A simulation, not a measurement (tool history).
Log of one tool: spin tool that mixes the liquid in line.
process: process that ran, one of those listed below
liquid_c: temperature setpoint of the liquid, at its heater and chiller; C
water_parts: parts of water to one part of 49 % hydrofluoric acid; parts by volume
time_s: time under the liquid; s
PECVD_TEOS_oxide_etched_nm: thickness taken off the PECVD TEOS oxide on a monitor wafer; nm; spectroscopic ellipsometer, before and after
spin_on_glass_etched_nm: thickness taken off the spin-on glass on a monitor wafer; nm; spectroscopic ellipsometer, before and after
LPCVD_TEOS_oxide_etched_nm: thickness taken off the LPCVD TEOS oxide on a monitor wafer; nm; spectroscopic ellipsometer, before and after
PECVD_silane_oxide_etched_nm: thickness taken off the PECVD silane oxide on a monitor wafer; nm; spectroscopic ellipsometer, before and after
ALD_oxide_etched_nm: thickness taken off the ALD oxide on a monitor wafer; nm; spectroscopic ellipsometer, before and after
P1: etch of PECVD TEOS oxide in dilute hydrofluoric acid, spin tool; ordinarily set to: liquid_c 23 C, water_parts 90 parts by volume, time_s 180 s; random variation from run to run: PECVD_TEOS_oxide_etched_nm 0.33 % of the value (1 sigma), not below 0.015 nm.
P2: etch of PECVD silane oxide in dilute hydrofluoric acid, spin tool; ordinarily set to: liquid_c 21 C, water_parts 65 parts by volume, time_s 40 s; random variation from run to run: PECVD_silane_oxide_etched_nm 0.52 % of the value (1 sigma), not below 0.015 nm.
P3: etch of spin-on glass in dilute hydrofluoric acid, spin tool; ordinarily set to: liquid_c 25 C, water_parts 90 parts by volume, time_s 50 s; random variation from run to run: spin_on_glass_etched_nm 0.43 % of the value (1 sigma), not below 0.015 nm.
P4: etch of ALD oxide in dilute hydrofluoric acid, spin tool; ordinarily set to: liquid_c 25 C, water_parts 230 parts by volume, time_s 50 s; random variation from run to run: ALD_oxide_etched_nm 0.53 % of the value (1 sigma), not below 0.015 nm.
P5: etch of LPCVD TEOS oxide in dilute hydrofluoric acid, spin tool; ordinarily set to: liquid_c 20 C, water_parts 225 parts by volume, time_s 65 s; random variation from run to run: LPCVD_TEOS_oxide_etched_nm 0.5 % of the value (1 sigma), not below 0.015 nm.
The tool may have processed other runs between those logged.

Run 1, hour 5.5: process P1, liquid_c 23 C, water_parts 90 parts by volume, time_s 180 s. Result: PECVD_TEOS_oxide_etched_nm 33.793 nm.
Run 2, hour 10.2: process P1, liquid_c 29 C, water_parts 90 parts by volume, time_s 270 s. Result: PECVD_TEOS_oxide_etched_nm 63.987 nm.
Run 3, hour 13.8: process P1, liquid_c 23 C, water_parts 90 parts by volume, time_s 180 s. Result: PECVD_TEOS_oxide_etched_nm 33.746 nm.
Run 4, hour 17.1: process P1, liquid_c 23 C, water_parts 90 parts by volume, time_s 180 s. Result: PECVD_TEOS_oxide_etched_nm 33.559 nm.
Run 5, hour 22.4: process P1, liquid_c 17 C, water_parts 90 parts by volume, time_s 180 s. Result: PECVD_TEOS_oxide_etched_nm 26.282 nm.
Run 6, hour 27.8: process P1, liquid_c 23 C, water_parts 45 parts by volume, time_s 180 s. Result: PECVD_TEOS_oxide_etched_nm 71.511 nm.
Run 7, hour 33.1: process P3, liquid_c 25 C, water_parts 160 parts by volume, time_s 50 s. Result: spin_on_glass_etched_nm 15.706 nm.
Run 8, hour 38.3: process P3, liquid_c 25 C, water_parts 90 parts by volume, time_s 50 s. Result: spin_on_glass_etched_nm 30.453 nm.
Run 9, hour 44.1: process P5, liquid_c 20 C, water_parts 225 parts by volume, time_s 65 s. Result: LPCVD_TEOS_oxide_etched_nm 5.1135 nm.
Run 10, hour 48.7: process P1, liquid_c 23 C, water_parts 130 parts by volume, time_s 180 s. Result: PECVD_TEOS_oxide_etched_nm 22.316 nm.
Run 11, hour 52.1: process P1, liquid_c 23 C, water_parts 90 parts by volume, time_s 180 s. Result: PECVD_TEOS_oxide_etched_nm 33.832 nm.
Run 12, hour 56.2: process P1, liquid_c 23 C, water_parts 90 parts by volume, time_s 335 s. Result: PECVD_TEOS_oxide_etched_nm 63.188 nm.
Run 13, hour 60.1: process P2, liquid_c 21 C, water_parts 115 parts by volume, time_s 40 s. Result: PECVD_silane_oxide_etched_nm 12.442 nm.
Run 14, hour 65.1: process P4, liquid_c 19.5 C, water_parts 230 parts by volume, time_s 50 s. Result: ALD_oxide_etched_nm 4.7178 nm.
Run 15, hour 69: process P5, liquid_c 20 C, water_parts 225 parts by volume, time_s 15 s. Result: LPCVD_TEOS_oxide_etched_nm 1.2113 nm.
Run 16, hour 73.6: process P1, liquid_c 27 C, water_parts 90 parts by volume, time_s 285 s. Result: PECVD_TEOS_oxide_etched_nm 62.582 nm.
Run 17, hour 76.8: process P5, liquid_c 17 C, water_parts 225 parts by volume, time_s 65 s. Result: LPCVD_TEOS_oxide_etched_nm 4.5463 nm.
Run 18, hour 81.1: process P2, liquid_c 17 C, water_parts 65 parts by volume, time_s 40 s. Result: PECVD_silane_oxide_etched_nm 19.715 nm.
Run 19, hour 87.7: process P4, liquid_c 25 C, water_parts 230 parts by volume, time_s 50 s. Result: ALD_oxide_etched_nm 5.8025 nm.
Run 20, hour 92.4: process P1, liquid_c 23 C, water_parts 45 parts by volume, time_s 20 s. Result: PECVD_TEOS_oxide_etched_nm 7.9687 nm.

Expected results for the next run?
Run 21, hour 97.3: process P4, liquid_c 25 C, water_parts 55 parts by volume, time_s 50 s. Result: ALD_oxide_etched_nm ?.

Run 21 measured ALD_oxide_etched_nm 30.221 nm.

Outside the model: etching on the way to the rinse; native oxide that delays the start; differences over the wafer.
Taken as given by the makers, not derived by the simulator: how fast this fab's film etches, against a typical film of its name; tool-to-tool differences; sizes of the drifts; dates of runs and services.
